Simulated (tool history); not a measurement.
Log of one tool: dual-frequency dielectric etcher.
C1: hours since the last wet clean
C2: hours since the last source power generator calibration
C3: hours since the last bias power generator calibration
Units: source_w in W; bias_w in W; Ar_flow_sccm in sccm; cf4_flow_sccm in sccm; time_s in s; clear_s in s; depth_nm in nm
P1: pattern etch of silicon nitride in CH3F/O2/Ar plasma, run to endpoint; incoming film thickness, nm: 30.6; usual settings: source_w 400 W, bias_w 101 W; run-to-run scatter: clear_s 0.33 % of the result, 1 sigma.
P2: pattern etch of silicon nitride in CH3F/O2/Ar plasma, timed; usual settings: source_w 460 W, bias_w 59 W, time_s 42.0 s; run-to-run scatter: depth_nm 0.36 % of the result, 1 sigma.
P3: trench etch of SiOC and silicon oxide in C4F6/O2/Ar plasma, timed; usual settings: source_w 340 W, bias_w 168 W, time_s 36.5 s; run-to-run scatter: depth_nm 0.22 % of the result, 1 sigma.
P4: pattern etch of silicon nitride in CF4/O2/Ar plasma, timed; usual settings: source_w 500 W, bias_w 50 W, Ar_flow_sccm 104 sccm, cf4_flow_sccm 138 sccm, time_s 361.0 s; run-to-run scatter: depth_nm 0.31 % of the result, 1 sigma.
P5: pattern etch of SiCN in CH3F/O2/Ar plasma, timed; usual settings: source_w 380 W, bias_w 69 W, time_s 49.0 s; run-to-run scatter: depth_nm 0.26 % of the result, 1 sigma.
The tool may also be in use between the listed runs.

Run 1, hour 8.3: process P1, source_w 400 W, bias_w 101 W; C1 125.7; C2 1184.2; C3 1051.4. Result: clear_s 39.407 s.
Run 2, hour 17.5: process P1, source_w 400 W, bias_w 101 W; C1 134.9; C2 1193.4; C3 1060.6. Result: clear_s 39.445 s.
Run 3, hour 24.4: process P4, source_w 500 W, bias_w 50 W, Ar_flow_sccm 104 sccm, cf4_flow_sccm 190 sccm, time_s 361.0 s; C1 141.8; C2 1200.3; C3 1067.5. Result: depth_nm 738.080 nm.
Run 4, hour 32.0: process P2, source_w 460 W, bias_w 34 W, time_s 42.0 s; C1 149.4; C2 1207.9; C3 1075.1. Result: depth_nm 24.057 nm.
Run 5, hour 42.5: process P1, source_w 540 W, bias_w 75 W; C1 159.9; C2 1218.4; C3 1085.6. Result: clear_s 39.192 s.
Run 6, hour 54.8: process P5, source_w 380 W, bias_w 69 W, time_s 68.0 s; C1 172.2; C2 1230.7; C3 1097.9. Result: depth_nm 25.458 nm.
Run 7, hour 62.2: process P1, source_w 500 W, bias_w 124 W; C1 179.6; C2 1238.1; C3 1105.3. Result: clear_s 33.688 s.
Run 8, hour 74.0: process P1, source_w 400 W, bias_w 120 W; C1 191.4; C2 1249.9; C3 1117.1. Result: clear_s 37.128 s.
Run 9, hour 82.8: process P1, source_w 550 W, bias_w 101 W; C1 200.2; C2 1258.7; C3 1125.9. Result: clear_s 34.966 s.
Run 10, hour 95.8: process P2, source_w 460 W, bias_w 59 W, time_s 61.0 s; C1 213.2; C2 1271.7; C3 1138.9. Result: depth_nm 41.368 nm.
Run 11, hour 105.5: process P3, source_w 340 W, bias_w 168 W, time_s 47.0 s; C1 222.9; C2 1281.4; C3 1148.6. Result: depth_nm 83.860 nm.
Run 12, hour 116.4: process P1, source_w 400 W, bias_w 101 W; C1 233.8; C2 1292.3; C3 1159.5. Result: clear_s 39.273 s.
Run 13, hour 126.6: process P4, source_w 500 W, bias_w 50 W, Ar_flow_sccm 104 sccm, cf4_flow_sccm 138 sccm, time_s 361.0 s; C1 244.0; C2 1302.5; C3 1169.7. Result: depth_nm 712.480 nm.
Run 14, hour 138.9: process P4, source_w 500 W, bias_w 63 W, Ar_flow_sccm 104 sccm, cf4_flow_sccm 138 sccm, time_s 361.0 s; C1 256.3; C2 1314.8; C3 1182.0. Result: depth_nm 774.680 nm.
Run 15, hour 146.8: process P3, source_w 210 W, bias_w 168 W, time_s 36.5 s; C1 264.2; C2 1322.7; C3 1189.9. Result: depth_nm 53.932 nm.
Run 16, hour 155.8: process P2, source_w 550 W, bias_w 59 W, time_s 42.0 s; C1 273.2; C2 1331.7; C3 1198.9. Result: depth_nm 30.660 nm.
Run 17, hour 162.0: process P5, source_w 380 W, bias_w 69 W, time_s 49.0 s; C1 279.4; C2 1337.9; C3 1205.1. Result: depth_nm 18.334 nm.
Run 18, hour 170.6: process P1, source_w 310 W, bias_w 101 W; C1 288.0; C2 1346.5; C3 1213.7. Result: clear_s 43.337 s.
Run 19, hour 181.2: process P1, source_w 400 W, bias_w 81 W; C1 298.6; C2 1357.1; C3 1224.3. Result: clear_s 42.732 s.
Run 20, hour 189.8: process P4, source_w 500 W, bias_w 50 W, Ar_flow_sccm 104 sccm, cf4_flow_sccm 138 sccm, time_s 361.0 s; C1 307.2; C2 1365.7; C3 1232.9. Result: depth_nm 713.120 nm.
Run 21, hour 202.5: process P2, source_w 460 W, bias_w 59 W, time_s 42.0 s; C1 319.9; C2 1378.4; C3 1245.6. Result: depth_nm 28.275 nm.
Run 22, hour 214.9: process P3, source_w 340 W, bias_w 108 W, time_s 36.5 s; C1 332.3; C2 1390.8; C3 1258.0. Result: depth_nm 56.797 nm.
Run 23, hour 226.2: process P3, source_w 340 W, bias_w 168 W, time_s 36.5 s; C1 343.6; C2 1402.1; C3 1269.3. Result: depth_nm 64.984 nm.
Run 24, hour 234.8: process P5, source_w 380 W, bias_w 69 W, time_s 49.0 s; C1 352.2; C2 1410.7; C3 1277.9. Result: depth_nm 18.236 nm.
Run 25, hour 246.4: process P5, source_w 300 W, bias_w 69 W, time_s 49.0 s; C1 363.8; C2 1422.3; C3 1289.5. Result: depth_nm 16.752 nm.
Run 26, hour 257.5: process P1, source_w 400 W, bias_w 101 W; C1 374.9; C2 1433.4; C3 1300.6. Result: clear_s 39.331 s.
Run 27, hour 266.1: process P4, source_w 500 W, bias_w 50 W, Ar_flow_sccm 136 sccm, cf4_flow_sccm 138 sccm, time_s 361.0 s; C1 383.5; C2 1442.0; C3 1309.2. Result: depth_nm 693.290 nm.
Run 28, hour 275.2: process P1, source_w 400 W, bias_w 101 W; C1 392.6; C2 1451.1; C3 1318.3. Result: clear_s 39.417 s.
Run 29, hour 284.3: process P5, source_w 380 W, bias_w 50 W, time_s 49.0 s; C1 401.7; C2 1460.2; C3 1327.4. Result: depth_nm 16.402 nm.
Run 30, hour 292.1: process P1, source_w 400 W, bias_w 101 W; C1 409.5; C2 1468.0; C3 1335.2. Result: clear_s 39.579 s.
Run 31, hour 300.0: process P4, source_w 670 W, bias_w 50 W, Ar_flow_sccm 104 sccm, cf4_flow_sccm 138 sccm, time_s 361.0 s; C1 417.4; C2 1475.9; C3 1343.1. Result: depth_nm 924.670 nm.
Run 32, hour 313.3: process P4, source_w 500 W, bias_w 50 W, Ar_flow_sccm 104 sccm, cf4_flow_sccm 138 sccm, time_s 198.5 s; C1 430.7; C2 1489.2; C3 1356.4. Result: depth_nm 391.450 nm.
Run 33, hour 319.9: process P2, source_w 460 W, bias_w 59 W, time_s 42.0 s; C1 437.3; C2 1495.8; C3 1363.0. Result: depth_nm 28.518 nm.
Run 34, hour 329.0: process P1, source_w 400 W, bias_w 101 W; C1 446.4; C2 1504.9; C3 1372.1. Result: clear_s 39.469 s.
Run 35, hour 342.5: process P1, source_w 400 W, bias_w 101 W; C1 459.9; C2 1518.4; C3 1385.6. Result: clear_s 38.969 s.
Run 36, hour 352.0: process P1, source_w 400 W, bias_w 101 W; C1 469.4; C2 1527.9; C3 1395.1. Result: clear_s 38.950 s.
Run 37, hour 358.7: process P1, source_w 400 W, bias_w 101 W; C1 476.1; C2 1534.6; C3 1401.8. Result: clear_s 38.781 s.
At hour 364.6: wet clean of the chamber.
Run 38, hour 369.8: process P1, source_w 400 W, bias_w 101 W; C1 5.2; C2 1545.7; C3 1412.9. Result: clear_s 38.710 s.
Run 39, hour 381.3: process P1, source_w 400 W, bias_w 101 W; C1 16.7; C2 1557.2; C3 1424.4. Result: clear_s 38.695 s.
Run 40, hour 389.1: process P1, source_w 400 W, bias_w 101 W; C1 24.5; C2 1565.0; C3 1432.2. Result: clear_s 38.667 s.
Run 41, hour 397.2: process P1, source_w 400 W, bias_w 101 W; C1 32.6; C2 1573.1; C3 1440.3. Result: clear_s 38.812 s.
Run 42, hour 403.2: process P1, source_w 400 W, bias_w 101 W; C1 38.6; C2 1579.1; C3 1446.3. Result: clear_s 38.927 s.

What P1 gives has crept away from where it was. These 2 causes fit the log equally well, each at the size given:
A: bias power that arrives over what is set, % = 4.53
B: source power that arrives over what is set, % = 4.49
The creep began at about hour 329.0.
Why every other cause is out:
chamber walls in a state that raises the etch rate, %: serviced at hour 364.6, which brought nothing back

4 check runs are offered, one wafer each, their results left as question marks. Which one tells the causes apart?
Run check 1, hour 409.2: process P3, source_w 340 W, bias_w 168 W, time_s 36.5 s. Result: depth_nm ?.
Run check 2, hour 409.2: process P4, source_w 500 W, bias_w 50 W, Ar_flow_sccm 104 sccm, cf4_flow_sccm 138 sccm, time_s 361.0 s. Result: depth_nm ?.
Run check 3, hour 409.2: process P5, source_w 380 W, bias_w 69 W, time_s 49.0 s. Result: depth_nm ?.
Run check 4, hour 409.2: process P2, source_w 460 W, bias_w 59 W, time_s 42.0 s. Result: depth_nm ?.

What each check would give under each cause:
  check    result     if A     if B
check 1  depth_nm   65.806   66.008
check 2  depth_nm  725.010  741.400
check 3  depth_nm   18.612   18.629
check 4  depth_nm   28.965   29.040
How far apart the two closest causes lie, in the result that separates them most: check 1 0.31 %; check 2 2.24 %; check 3 0.09 %; check 4 0.26 %
Check 2 tells the causes apart: in the others they would give nearly the same result.

Check 2 was then run and gave: depth_nm 738.440 nm. Which cause is it?

It is B: source power that arrives over what is set, %.
